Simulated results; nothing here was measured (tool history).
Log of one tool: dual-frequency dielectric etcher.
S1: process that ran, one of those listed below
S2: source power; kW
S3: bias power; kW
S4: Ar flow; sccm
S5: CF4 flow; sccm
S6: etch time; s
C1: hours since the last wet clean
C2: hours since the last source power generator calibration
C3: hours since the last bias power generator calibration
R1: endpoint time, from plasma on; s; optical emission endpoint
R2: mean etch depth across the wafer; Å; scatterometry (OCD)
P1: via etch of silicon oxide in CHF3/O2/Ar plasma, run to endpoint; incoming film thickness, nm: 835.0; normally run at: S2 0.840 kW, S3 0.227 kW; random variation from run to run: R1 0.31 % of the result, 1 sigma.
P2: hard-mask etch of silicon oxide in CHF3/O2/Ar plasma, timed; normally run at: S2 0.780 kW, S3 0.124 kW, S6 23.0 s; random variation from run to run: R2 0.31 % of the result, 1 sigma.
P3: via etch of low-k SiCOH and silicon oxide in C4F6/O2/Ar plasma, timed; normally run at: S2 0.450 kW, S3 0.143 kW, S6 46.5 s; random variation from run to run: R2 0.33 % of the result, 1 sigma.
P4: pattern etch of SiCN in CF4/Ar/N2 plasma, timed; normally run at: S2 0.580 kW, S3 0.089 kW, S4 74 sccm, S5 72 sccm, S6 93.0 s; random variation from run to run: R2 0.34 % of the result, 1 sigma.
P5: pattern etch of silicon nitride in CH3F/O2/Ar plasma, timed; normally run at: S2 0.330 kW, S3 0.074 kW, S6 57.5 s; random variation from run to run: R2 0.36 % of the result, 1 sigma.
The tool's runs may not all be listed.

{"run": 1, "hour": 6.4, "S1": "P1", "S2": 0.84, "S3": 0.227, "C1": 351.4, "C2": 467.2, "C3": 1102.8, "R1": 341.13}
{"run": 2, "hour": 12.8, "S1": "P4", "S2": 0.58, "S3": 0.089, "S4": 74, "S5": 86, "S6": 93.0, "C1": 357.8, "C2": 473.6, "C3": 1109.2, "R2": 1179.8}
{"run": 3, "hour": 22.2, "S1": "P4", "S2": 0.58, "S3": 0.105, "S4": 74, "S5": 72, "S6": 93.0, "C1": 367.2, "C2": 483.0, "C3": 1118.6, "R2": 1215.9}
{"run": 4, "hour": 30.5, "S1": "P2", "S2": 1.02, "S3": 0.124, "S6": 23.0, "C1": 375.5, "C2": 491.3, "C3": 1126.9, "R2": 489.18}
{"run": 5, "hour": 39.7, "S1": "P2", "S2": 0.78, "S3": 0.124, "S6": 23.0, "C1": 384.7, "C2": 500.5, "C3": 1136.1, "R2": 439.3}
{"run": 6, "hour": 45.3, "S1": "P1", "S2": 0.84, "S3": 0.227, "C1": 390.3, "C2": 506.1, "C3": 1141.7, "R1": 338.2}
{"run": 7, "hour": 52.0, "S1": "P3", "S2": 0.45, "S3": 0.143, "S6": 46.5, "C1": 397.0, "C2": 512.8, "C3": 1148.4, "R2": 1200.7}
{"run": 8, "hour": 58.5, "S1": "P1", "S2": 0.84, "S3": 0.145, "C1": 403.5, "C2": 519.3, "C3": 1154.9, "R1": 394.66}
{"run": 9, "hour": 63.0, "S1": "P1", "S2": 0.84, "S3": 0.227, "C1": 408.0, "C2": 523.8, "C3": 1159.4, "R1": 339.6}
{"run": 10, "hour": 68.8, "S1": "P4", "S2": 0.72, "S3": 0.089, "S4": 74, "S5": 72, "S6": 93.0, "C1": 413.8, "C2": 529.6, "C3": 1165.2, "R2": 1393.9}
{"run": 11, "hour": 76.4, "S1": "P5", "S2": 0.33, "S3": 0.074, "S6": 77.5, "C1": 421.4, "C2": 537.2, "C3": 1172.8, "R2": 527.24}
{"hour": 78.1, "done": "bias power generator calibrated"}
{"run": 12, "hour": 85.2, "S1": "P1", "S2": 1.16, "S3": 0.227, "C1": 430.2, "C2": 546.0, "C3": 7.1, "R1": 300.02}
{"run": 13, "hour": 94.8, "S1": "P5", "S2": 0.45, "S3": 0.074, "S6": 57.5, "C1": 439.8, "C2": 555.6, "C3": 16.7, "R2": 441.09}
{"run": 14, "hour": 99.5, "S1": "P1", "S2": 0.55, "S3": 0.15, "C1": 444.5, "C2": 560.3, "C3": 21.4, "R1": 458.18}
{"run": 15, "hour": 106.0, "S1": "P4", "S2": 0.58, "S3": 0.089, "S4": 74, "S5": 72, "S6": 93.0, "C1": 451.0, "C2": 566.8, "C3": 27.9, "R2": 1149.4}
{"run": 16, "hour": 114.5, "S1": "P5", "S2": 0.33, "S3": 0.074, "S6": 57.5, "C1": 459.5, "C2": 575.3, "C3": 36.4, "R2": 391.87}
{"run": 17, "hour": 123.1, "S1": "P5", "S2": 0.33, "S3": 0.048, "S6": 57.5, "C1": 468.1, "C2": 583.9, "C3": 45.0, "R2": 338.9}
{"run": 18, "hour": 132.6, "S1": "P1", "S2": 0.84, "S3": 0.227, "C1": 477.6, "C2": 593.4, "C3": 54.5, "R1": 339.57}
{"run": 19, "hour": 139.1, "S1": "P4", "S2": 0.58, "S3": 0.089, "S4": 50, "S5": 72, "S6": 93.0, "C1": 484.1, "C2": 599.9, "C3": 61.0, "R2": 1201.5}
{"run": 20, "hour": 144.1, "S1": "P3", "S2": 0.45, "S3": 0.143, "S6": 66.0, "C1": 489.1, "C2": 604.9, "C3": 66.0, "R2": 1710.6}
{"hour": 148.4, "done": "wet clean of the chamber"}
{"run": 21, "hour": 152.9, "S1": "P3", "S2": 0.45, "S3": 0.094, "S6": 46.5, "C1": 4.5, "C2": 613.7, "C3": 74.8, "R2": 1071.9}
{"run": 22, "hour": 159.7, "S1": "P2", "S2": 0.78, "S3": 0.124, "S6": 23.0, "C1": 11.3, "C2": 620.5, "C3": 81.6, "R2": 439.55}
{"run": 23, "hour": 164.2, "S1": "P5", "S2": 0.33, "S3": 0.074, "S6": 57.5, "C1": 15.8, "C2": 625.0, "C3": 86.1, "R2": 388.12}
{"run": 24, "hour": 171.6, "S1": "P1", "S2": 0.54, "S3": 0.227, "C1": 23.2, "C2": 632.4, "C3": 93.5, "R1": 403.25}
{"run": 25, "hour": 176.9, "S1": "P1", "S2": 0.84, "S3": 0.227, "C1": 28.5, "C2": 637.7, "C3": 98.8, "R1": 340.36}
{"run": 26, "hour": 181.5, "S1": "P3", "S2": 0.63, "S3": 0.143, "S6": 46.5, "C1": 33.1, "C2": 642.3, "C3": 103.4, "R2": 1385.2}
{"run": 27, "hour": 186.6, "S1": "P2", "S2": 0.78, "S3": 0.124, "S6": 16.5, "C1": 38.2, "C2": 647.4, "C3": 108.5, "R2": 314.3}
{"run": 28, "hour": 195.1, "S1": "P1", "S2": 0.84, "S3": 0.286, "C1": 46.7, "C2": 655.9, "C3": 117.0, "R1": 313.76}
{"run": 29, "hour": 199.5, "S1": "P2", "S2": 0.78, "S3": 0.169, "S6": 23.0, "C1": 51.1, "C2": 660.3, "C3": 121.4, "R2": 484.42}
{"run": 30, "hour": 204.6, "S1": "P4", "S2": 0.58, "S3": 0.089, "S4": 74, "S5": 72, "S6": 55.0, "C1": 56.2, "C2": 665.4, "C3": 126.5, "R2": 681.43}
{"run": 31, "hour": 210.2, "S1": "P1", "S2": 0.84, "S3": 0.227, "C1": 61.8, "C2": 671.0, "C3": 132.1, "R1": 339.07}
{"run": 32, "hour": 216.9, "S1": "P1", "S2": 0.84, "S3": 0.227, "C1": 68.5, "C2": 677.7, "C3": 138.8, "R1": 338.93}
{"run": 33, "hour": 225.7, "S1": "P1", "S2": 0.84, "S3": 0.227, "C1": 77.3, "C2": 686.5, "C3": 147.6, "R1": 338.2}
{"run": 34, "hour": 232.2, "S1": "P1", "S2": 0.84, "S3": 0.227, "C1": 83.8, "C2": 693.0, "C3": 154.1, "R1": 337.68}
{"run": 35, "hour": 236.4, "S1": "P1", "S2": 0.84, "S3": 0.227, "C1": 88.0, "C2": 697.2, "C3": 158.3, "R1": 337.75}
{"run": 36, "hour": 242.0, "S1": "P1", "S2": 0.84, "S3": 0.227, "C1": 93.6, "C2": 702.8, "C3": 163.9, "R1": 335.28}
{"run": 37, "hour": 246.9, "S1": "P1", "S2": 0.84, "S3": 0.227, "C1": 98.5, "C2": 707.7, "C3": 168.8, "R1": 335.54}
{"run": 38, "hour": 251.1, "S1": "P1", "S2": 0.84, "S3": 0.227, "C1": 102.7, "C2": 711.9, "C3": 173.0, "R1": 334.2}
{"hour": 255.5, "done": "wet clean of the chamber"}
{"run": 39, "hour": 256.6, "S1": "P1", "S2": 0.84, "S3": 0.227, "C1": 1.2, "C2": 717.4, "C3": 178.5, "R1": 334.08}
{"run": 40, "hour": 264.5, "S1": "P1", "S2": 0.84, "S3": 0.227, "C1": 9.1, "C2": 725.3, "C3": 186.4, "R1": 335.46}
{"run": 41, "hour": 270.8, "S1": "P1", "S2": 0.84, "S3": 0.227, "C1": 15.4, "C2": 731.6, "C3": 192.7, "R1": 334.83}

What P1 gives has crept away from where it was. These 2 causes fit the log equally well, each at the size given:
A: source power that arrives over what is set, % = 4.1
B: bias power that arrives over what is set, % = 4.53
The creep began at about hour 216.9.
Why every other cause is out:
chamber walls in a state that raises the etch rate, %: serviced at hour 255.5, which brought nothing back

4 check runs are offered, each on 2 wafers whose results are averaged, their results left as question marks. Which one tells the causes apart?
{"run": "check 1", "hour": 277.1, "S1": "P5", "S2": 0.45, "S3": 0.054, "S6": 57.5, "R2": "?"}
{"run": "check 2", "hour": 277.1, "S1": "P2", "S2": 0.78, "S3": 0.157, "S6": 23.0, "R2": "?"}
{"run": "check 3", "hour": 277.1, "S1": "P4", "S2": 0.58, "S3": 0.089, "S4": 74, "S5": 72, "S6": 57.0, "R2": "?"}
{"run": "check 4", "hour": 277.1, "S1": "P3", "S2": 0.63, "S3": 0.104, "S6": 46.5, "R2": "?"}

What each check would give under each cause:
check=check_1 result=R2 if_A=402.40 if_B=401.78
check=check_2 result=R2 if_A=480.29 if_B=479.65
check=check_3 result=R2 if_A=731.06 if_B=716.37
check=check_4 result=R2 if_A=1279.00 if_B=1273.10
How far apart the two closest causes lie, in the result that separates them most: check 1 0.15 %; check 2 0.13 %; check 3 2.03 %; check 4 0.46 %
Only check 3 tells the causes apart: in the others they would give nearly the same result.

Then check 3 was run and gave: R2 717.67 Å. Which cause is it?

It is B: bias power that arrives over what is set, %.
